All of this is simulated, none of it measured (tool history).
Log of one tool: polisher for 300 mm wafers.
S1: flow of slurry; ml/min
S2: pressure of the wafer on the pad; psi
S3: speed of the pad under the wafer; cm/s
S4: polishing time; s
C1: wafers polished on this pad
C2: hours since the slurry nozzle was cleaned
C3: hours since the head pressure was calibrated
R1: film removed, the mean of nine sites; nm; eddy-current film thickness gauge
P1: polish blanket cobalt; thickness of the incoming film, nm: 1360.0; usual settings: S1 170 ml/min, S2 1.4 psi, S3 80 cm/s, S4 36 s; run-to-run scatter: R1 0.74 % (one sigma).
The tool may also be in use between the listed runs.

Run 1, day 0.433: S1 170 ml/min, S2 1.4 psi, S3 80 cm/s, S4 36 s; C1 339; C2 254.5; C3 445.5. Result: R1 93.073 nm.
Run 2, day 0.729: S1 170 ml/min, S2 1.4 psi, S3 80 cm/s, S4 36 s; C1 424; C2 261.6; C3 452.6. Result: R1 91.803 nm.
Run 3, day 1.142: S1 170 ml/min, S2 1.4 psi, S3 38 cm/s, S4 36 s; C1 542; C2 271.5; C3 462.5. Result: R1 43.7 nm.
Run 4, day 1.504: S1 170 ml/min, S2 1.4 psi, S3 126 cm/s, S4 36 s; C1 645; C2 280.2; C3 471.2. Result: R1 143.03 nm.
Run 5, day 1.779: S1 170 ml/min, S2 1.4 psi, S3 116 cm/s, S4 25 s; C1 724; C2 286.8; C3 477.8. Result: R1 93.307 nm.
Run 6, day 2.25: S1 170 ml/min, S2 1.8 psi, S3 80 cm/s, S4 36 s; C1 858; C2 298.1; C3 489.1. Result: R1 118.62 nm.
Run 7, day 2.621: S1 170 ml/min, S2 1.4 psi, S3 80 cm/s, S4 36 s; C1 964; C2 307; C3 498. Result: R1 92.397 nm.
Run 8, day 3.025: S1 170 ml/min, S2 1.4 psi, S3 80 cm/s, S4 36 s; C1 1080; C2 316.7; C3 507.7. Result: R1 93.329 nm.
Run 9, day 3.542: S1 170 ml/min, S2 1.4 psi, S3 80 cm/s, S4 48 s; C1 1228; C2 329.1; C3 520.1. Result: R1 121.74 nm.
Run 10, day 3.829: S1 170 ml/min, S2 1.4 psi, S3 80 cm/s, S4 16 s; C1 1310; C2 336; C3 527. Result: R1 40.446 nm.
Run 11, day 4.058: S1 100 ml/min, S2 1.4 psi, S3 80 cm/s, S4 36 s; C1 1375; C2 341.5; C3 532.5. Result: R1 82.855 nm.

Forecast run 12:
Run 12, day 4.379: S1 225 ml/min, S2 1.4 psi, S3 80 cm/s, S4 36 s; C1 1467; C2 349.2; C3 540.2. Result: R1 ?.

R1: 95.442 nm
